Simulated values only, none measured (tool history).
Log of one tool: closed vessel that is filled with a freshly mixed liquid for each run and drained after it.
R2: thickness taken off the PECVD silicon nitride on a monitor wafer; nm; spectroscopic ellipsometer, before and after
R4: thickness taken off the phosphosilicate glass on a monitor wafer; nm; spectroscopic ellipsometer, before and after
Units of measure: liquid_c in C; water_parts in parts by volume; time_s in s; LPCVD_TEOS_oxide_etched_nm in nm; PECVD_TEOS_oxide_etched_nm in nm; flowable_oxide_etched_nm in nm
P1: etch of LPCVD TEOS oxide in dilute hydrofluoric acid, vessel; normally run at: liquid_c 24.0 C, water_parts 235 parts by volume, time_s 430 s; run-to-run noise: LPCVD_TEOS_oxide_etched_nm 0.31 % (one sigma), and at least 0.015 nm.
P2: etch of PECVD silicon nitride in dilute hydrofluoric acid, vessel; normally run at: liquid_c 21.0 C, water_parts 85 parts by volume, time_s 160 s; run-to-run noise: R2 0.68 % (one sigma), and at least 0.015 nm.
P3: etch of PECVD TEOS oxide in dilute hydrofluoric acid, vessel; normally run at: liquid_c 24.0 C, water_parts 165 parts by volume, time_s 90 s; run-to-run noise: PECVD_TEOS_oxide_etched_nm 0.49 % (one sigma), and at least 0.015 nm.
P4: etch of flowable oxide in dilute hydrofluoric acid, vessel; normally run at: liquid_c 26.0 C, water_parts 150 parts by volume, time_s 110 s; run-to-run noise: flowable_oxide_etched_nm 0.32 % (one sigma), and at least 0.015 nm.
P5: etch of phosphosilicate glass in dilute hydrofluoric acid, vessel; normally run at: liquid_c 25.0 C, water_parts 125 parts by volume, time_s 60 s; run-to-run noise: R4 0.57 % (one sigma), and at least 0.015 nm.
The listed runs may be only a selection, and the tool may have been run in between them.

Run 1, day 0.575: process P1, liquid_c 24.0 C, water_parts 235 parts by volume, time_s 430 s. Result: LPCVD_TEOS_oxide_etched_nm 53.131 nm.
Run 2, day 1.292: process P2, liquid_c 26.5 C, water_parts 85 parts by volume, time_s 160 s. Result: R2 6.1583 nm.
Run 3, day 2.004: process P3, liquid_c 19.0 C, water_parts 165 parts by volume, time_s 90 s. Result: PECVD_TEOS_oxide_etched_nm 9.9254 nm.
Run 4, day 2.492: process P1, liquid_c 24.0 C, water_parts 430 parts by volume, time_s 430 s. Result: LPCVD_TEOS_oxide_etched_nm 24.080 nm.
Run 5, day 2.892: process P2, liquid_c 21.0 C, water_parts 85 parts by volume, time_s 65 s. Result: R2 1.7600 nm.
Run 6, day 3.312: process P1, liquid_c 24.0 C, water_parts 235 parts by volume, time_s 70 s. Result: LPCVD_TEOS_oxide_etched_nm 8.636 nm.
Run 7, day 3.796: process P1, liquid_c 24.0 C, water_parts 235 parts by volume, time_s 430 s. Result: LPCVD_TEOS_oxide_etched_nm 52.974 nm.
Run 8, day 4.254: process P1, liquid_c 24.0 C, water_parts 235 parts by volume, time_s 430 s. Result: LPCVD_TEOS_oxide_etched_nm 53.111 nm.
Run 9, day 4.838: process P3, liquid_c 24.0 C, water_parts 165 parts by volume, time_s 175 s. Result: PECVD_TEOS_oxide_etched_nm 23.3070 nm.
Run 10, day 5.571: process P1, liquid_c 24.0 C, water_parts 125 parts by volume, time_s 430 s. Result: LPCVD_TEOS_oxide_etched_nm 112.560 nm.
Run 11, day 6.133: process P5, liquid_c 25.0 C, water_parts 125 parts by volume, time_s 115 s. Result: R4 102.370 nm.
Run 12, day 6.762: process P1, liquid_c 24.0 C, water_parts 235 parts by volume, time_s 690 s. Result: LPCVD_TEOS_oxide_etched_nm 85.194 nm.
Run 13, day 7.396: process P5, liquid_c 25.0 C, water_parts 125 parts by volume, time_s 60 s. Result: R4 53.713 nm.
Run 14, day 7.742: process P1, liquid_c 24.0 C, water_parts 235 parts by volume, time_s 430 s. Result: LPCVD_TEOS_oxide_etched_nm 52.862 nm.
Run 15, day 8.504: process P1, liquid_c 24.0 C, water_parts 235 parts by volume, time_s 430 s. Result: LPCVD_TEOS_oxide_etched_nm 53.089 nm.
Run 16, day 9.125: process P5, liquid_c 25.0 C, water_parts 30 parts by volume, time_s 60 s. Result: R4 253.190 nm.
Run 17, day 9.642: process P1, liquid_c 19.5 C, water_parts 235 parts by volume, time_s 430 s. Result: LPCVD_TEOS_oxide_etched_nm 44.917 nm.
Run 18, day 9.979: process P5, liquid_c 18.5 C, water_parts 125 parts by volume, time_s 60 s. Result: R4 41.451 nm.
Run 19, day 10.375: process P1, liquid_c 29.0 C, water_parts 235 parts by volume, time_s 185 s. Result: LPCVD_TEOS_oxide_etched_nm 27.210 nm.
Run 20, day 10.846: process P4, liquid_c 26.0 C, water_parts 150 parts by volume, time_s 30 s. Result: flowable_oxide_etched_nm 5.1336 nm.
Run 21, day 11.362: process P4, liquid_c 26.0 C, water_parts 150 parts by volume, time_s 110 s. Result: flowable_oxide_etched_nm 18.6790 nm.
Run 22, day 12.000: process P3, liquid_c 24.0 C, water_parts 240 parts by volume, time_s 90 s. Result: PECVD_TEOS_oxide_etched_nm 7.5526 nm.
Run 23, day 12.371: process P1, liquid_c 24.0 C, water_parts 75 parts by volume, time_s 220 s. Result: LPCVD_TEOS_oxide_etched_nm 101.680 nm.
Run 24, day 12.958: process P4, liquid_c 26.0 C, water_parts 220 parts by volume, time_s 110 s. Result: flowable_oxide_etched_nm 11.7650 nm.
Run 25, day 13.479: process P1, liquid_c 30.5 C, water_parts 235 parts by volume, time_s 430 s. Result: LPCVD_TEOS_oxide_etched_nm 66.179 nm.
Run 26, day 14.175: process P1, liquid_c 29.0 C, water_parts 60 parts by volume, time_s 430 s. Result: LPCVD_TEOS_oxide_etched_nm 311.580 nm.
Run 27, day 14.521: process P2, liquid_c 21.0 C, water_parts 30 parts by volume, time_s 160 s. Result: R2 11.8810 nm.
Run 28, day 15.021: process P1, liquid_c 24.0 C, water_parts 235 parts by volume, time_s 430 s. Result: LPCVD_TEOS_oxide_etched_nm 52.656 nm.
Run 29, day 15.462: process P4, liquid_c 19.5 C, water_parts 150 parts by volume, time_s 110 s. Result: flowable_oxide_etched_nm 14.4840 nm.
Run 30, day 15.871: process P4, liquid_c 26.0 C, water_parts 150 parts by volume, time_s 110 s. Result: flowable_oxide_etched_nm 18.7720 nm.
Run 31, day 16.412: process P2, liquid_c 21.0 C, water_parts 85 parts by volume, time_s 160 s. Result: R2 4.3144 nm.
Run 32, day 17.112: process P3, liquid_c 24.0 C, water_parts 165 parts by volume, time_s 90 s. Result: PECVD_TEOS_oxide_etched_nm 12.0540 nm.
Run 33, day 17.796: process P1, liquid_c 24.0 C, water_parts 235 parts by volume, time_s 430 s. Result: LPCVD_TEOS_oxide_etched_nm 53.148 nm.
Run 34, day 18.467: process P1, liquid_c 24.0 C, water_parts 235 parts by volume, time_s 430 s. Result: LPCVD_TEOS_oxide_etched_nm 54.588 nm.
Run 35, day 19.200: process P1, liquid_c 24.0 C, water_parts 235 parts by volume, time_s 430 s. Result: LPCVD_TEOS_oxide_etched_nm 55.156 nm.
Run 36, day 19.975: process P1, liquid_c 24.0 C, water_parts 235 parts by volume, time_s 430 s. Result: LPCVD_TEOS_oxide_etched_nm 56.109 nm.
Run 37, day 20.383: process P1, liquid_c 24.0 C, water_parts 235 parts by volume, time_s 430 s. Result: LPCVD_TEOS_oxide_etched_nm 56.308 nm.
Run 38, day 20.950: process P1, liquid_c 24.0 C, water_parts 235 parts by volume, time_s 430 s. Result: LPCVD_TEOS_oxide_etched_nm 56.693 nm.
Run 39, day 21.600: process P1, liquid_c 24.0 C, water_parts 235 parts by volume, time_s 430 s. Result: LPCVD_TEOS_oxide_etched_nm 57.120 nm.
Run 40, day 22.371: process P1, liquid_c 24.0 C, water_parts 235 parts by volume, time_s 430 s. Result: LPCVD_TEOS_oxide_etched_nm 56.793 nm.
Run 41, day 23.017: process P1, liquid_c 24.0 C, water_parts 235 parts by volume, time_s 430 s. Result: LPCVD_TEOS_oxide_etched_nm 56.987 nm.
Run 42, day 23.458: process P1, liquid_c 24.0 C, water_parts 235 parts by volume, time_s 430 s. Result: LPCVD_TEOS_oxide_etched_nm 57.304 nm.
Run 43, day 23.812: process P1, liquid_c 24.0 C, water_parts 235 parts by volume, time_s 430 s. Result: LPCVD_TEOS_oxide_etched_nm 57.059 nm.

What will run 44 give?
Run 44, day 24.175: process P1, liquid_c 24.0 C, water_parts 235 parts by volume, time_s 430 s. Result: LPCVD_TEOS_oxide_etched_nm ?.

LPCVD_TEOS_oxide_etched_nm: 57.422 nm
